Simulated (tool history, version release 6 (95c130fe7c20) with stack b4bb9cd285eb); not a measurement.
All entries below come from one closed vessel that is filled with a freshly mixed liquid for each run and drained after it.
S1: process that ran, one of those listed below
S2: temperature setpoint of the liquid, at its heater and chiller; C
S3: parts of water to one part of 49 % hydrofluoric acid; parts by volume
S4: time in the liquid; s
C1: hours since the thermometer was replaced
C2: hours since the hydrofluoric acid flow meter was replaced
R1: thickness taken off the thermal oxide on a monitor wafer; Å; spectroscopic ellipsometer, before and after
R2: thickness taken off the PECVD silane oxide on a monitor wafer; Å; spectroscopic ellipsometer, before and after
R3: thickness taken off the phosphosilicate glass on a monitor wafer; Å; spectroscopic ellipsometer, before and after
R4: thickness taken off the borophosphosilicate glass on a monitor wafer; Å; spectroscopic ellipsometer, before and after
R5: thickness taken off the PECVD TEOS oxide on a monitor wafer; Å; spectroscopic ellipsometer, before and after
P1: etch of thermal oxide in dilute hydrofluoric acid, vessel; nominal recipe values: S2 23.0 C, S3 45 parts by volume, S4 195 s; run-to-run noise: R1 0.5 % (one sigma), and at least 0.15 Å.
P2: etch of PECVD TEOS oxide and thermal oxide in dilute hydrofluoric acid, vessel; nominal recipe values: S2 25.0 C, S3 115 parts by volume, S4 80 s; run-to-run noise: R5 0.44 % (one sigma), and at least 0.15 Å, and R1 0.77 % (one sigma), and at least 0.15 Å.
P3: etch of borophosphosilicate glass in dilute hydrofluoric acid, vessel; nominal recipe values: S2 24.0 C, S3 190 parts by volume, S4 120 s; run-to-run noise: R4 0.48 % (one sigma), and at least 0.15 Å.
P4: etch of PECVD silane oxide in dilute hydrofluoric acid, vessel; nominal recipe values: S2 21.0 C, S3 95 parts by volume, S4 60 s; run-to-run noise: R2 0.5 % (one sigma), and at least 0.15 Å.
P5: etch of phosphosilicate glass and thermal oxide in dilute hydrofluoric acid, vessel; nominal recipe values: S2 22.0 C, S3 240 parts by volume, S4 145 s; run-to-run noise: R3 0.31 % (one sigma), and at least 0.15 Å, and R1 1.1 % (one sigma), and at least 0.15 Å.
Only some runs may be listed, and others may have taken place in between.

run 1 hour=14.0 | S1=P1 S2=23.0 S3=45 S4=195 | C1=110.8 C2=261.2 | R1=202.170
run 2 hour=27.0 | S1=P1 S2=23.0 S3=45 S4=195 | C1=123.8 C2=274.2 | R1=203.000
run 3 hour=34.0 | S1=P4 S2=28.5 S3=95 S4=60 | C1=130.8 C2=281.2 | R2=305.51
run 4 hour=45.4 | S1=P1 S2=17.5 S3=45 S4=30 | C1=142.2 C2=292.6 | R1=24.748
run 5 hour=60.1 | S1=P5 S2=18.0 S3=240 S4=145 | C1=156.9 C2=307.3 | R1=19.560 R3=370.35
run 6 hour=66.8 | S1=P1 S2=23.0 S3=25 S4=195 | C1=163.6 C2=314.0 | R1=369.270
run 7 hour=73.7 | S1=P1 S2=23.0 S3=45 S4=285 | C1=170.5 C2=320.9 | R1=297.320
run 8 hour=86.6 | S1=P5 S2=22.0 S3=240 S4=80 | C1=183.4 C2=333.8 | R1=12.415 R3=237.33
run 9 hour=94.4 | S1=P1 S2=17.0 S3=45 S4=195 | C1=191.2 C2=341.6 | R1=156.510
run 10 hour=103.7 | S1=P1 S2=23.0 S3=45 S4=195 | C1=200.5 C2=350.9 | R1=203.610
run 11 hour=111.1 | S1=P1 S2=23.0 S3=45 S4=90 | C1=207.9 C2=358.3 | R1=92.817
run 12 hour=125.8 | S1=P4 S2=21.0 S3=140 S4=60 | C1=222.6 C2=373.0 | R2=146.95
run 13 hour=133.4 | S1=P3 S2=24.0 S3=190 S4=30 | C1=230.2 C2=380.6 | R4=45.774
run 14 hour=146.4 | S1=P4 S2=21.0 S3=95 S4=60 | C1=243.2 C2=393.6 | R2=223.67
run 15 hour=154.3 | S1=P1 S2=23.0 S3=75 S4=270 | C1=251.1 C2=401.5 | R1=161.690
run 16 hour=167.9 | S1=P5 S2=22.0 S3=240 S4=145 | C1=264.7 C2=415.1 | R1=22.687 R3=427.37
run 17 hour=177.4 | S1=P1 S2=23.0 S3=45 S4=195 | C1=274.2 C2=424.6 | R1=202.440
run 18 hour=191.6 | S1=P5 S2=22.0 S3=45 S4=145 | C1=288.4 C2=438.8 | R1=145.560 R3=2842.40
run 19 hour=205.9 | S1=P1 S2=31.5 S3=45 S4=195 | C1=302.7 C2=453.1 | R1=284.850
run 20 hour=219.8 | S1=P2 S2=25.0 S3=115 S4=80 | C1=316.6 C2=467.0 | R1=32.750 R5=176.59
run 21 hour=229.6 | S1=P4 S2=21.0 S3=95 S4=30 | C1=326.4 C2=476.8 | R2=112.55
run 22 hour=240.6 | S1=P3 S2=20.0 S3=190 S4=120 | C1=337.4 C2=487.8 | R4=158.270
run 23 hour=254.6 | S1=P2 S2=17.5 S3=115 S4=80 | C1=351.4 C2=501.8 | R1=24.539 R5=130.32
run 24 hour=270.0 | S1=P1 S2=23.0 S3=45 S4=195 | C1=366.8 C2=517.2 | R1=201.710
run 25 hour=284.0 | S1=P5 S2=22.0 S3=240 S4=145 | C1=380.8 C2=531.2 | R1=22.392 R3=429.65
run 26 hour=290.7 | S1=P1 S2=23.0 S3=45 S4=195 | C1=387.5 C2=537.9 | R1=205.000
run 27 hour=299.8 | S1=P3 S2=24.0 S3=190 S4=120 | C1=396.6 C2=547.0 | R4=184.490
run 28 hour=314.3 | S1=P1 S2=23.0 S3=45 S4=195 | C1=411.1 C2=561.5 | R1=201.700
run 29 hour=327.7 | S1=P1 S2=23.0 S3=75 S4=195 | C1=424.5 C2=574.9 | R1=116.500
run 30 hour=342.7 | S1=P3 S2=24.0 S3=345 S4=120 | C1=439.5 C2=589.9 | R4=86.493
run 31 hour=350.1 | S1=P4 S2=21.0 S3=95 S4=60 | C1=446.9 C2=597.3 | R2=225.80
run 32 hour=364.5 | S1=P2 S2=25.0 S3=115 S4=160 | C1=461.3 C2=611.7 | R1=66.772 R5=354.49
run 33 hour=376.7 | S1=P3 S2=24.0 S3=190 S4=120 | C1=473.5 C2=623.9 | R4=185.680
run 34 hour=385.0 | S1=P2 S2=25.0 S3=45 S4=80 | C1=481.8 C2=632.2 | R1=93.148 R5=494.57
run 35 hour=399.5 | S1=P1 S2=23.0 S3=45 S4=195 | C1=496.3 C2=646.7 | R1=202.750
run 36 hour=407.9 | S1=P1 S2=23.0 S3=45 S4=195 | C1=504.7 C2=655.1 | R1=207.460
run 37 hour=416.9 | S1=P1 S2=23.0 S3=45 S4=195 | C1=513.7 C2=664.1 | R1=213.830
run 38 hour=430.6 | S1=P1 S2=23.0 S3=45 S4=195 | C1=527.4 C2=677.8 | R1=217.340
run 39 hour=444.7 | S1=P1 S2=23.0 S3=45 S4=195 | C1=541.5 C2=691.9 | R1=218.910
run 40 hour=455.5 | S1=P1 S2=23.0 S3=45 S4=195 | C1=552.3 C2=702.7 | R1=219.380
run 41 hour=463.6 | S1=P1 S2=23.0 S3=45 S4=195 | C1=560.4 C2=710.8 | R1=220.270

Run 42, settings as shown, results not yet in. Your forecast:
run 42 hour=473.5 | S1=P1 S2=23.0 S3=45 S4=195 | C1=570.3 C2=720.7 | R1=?

R1: 221.820 Å
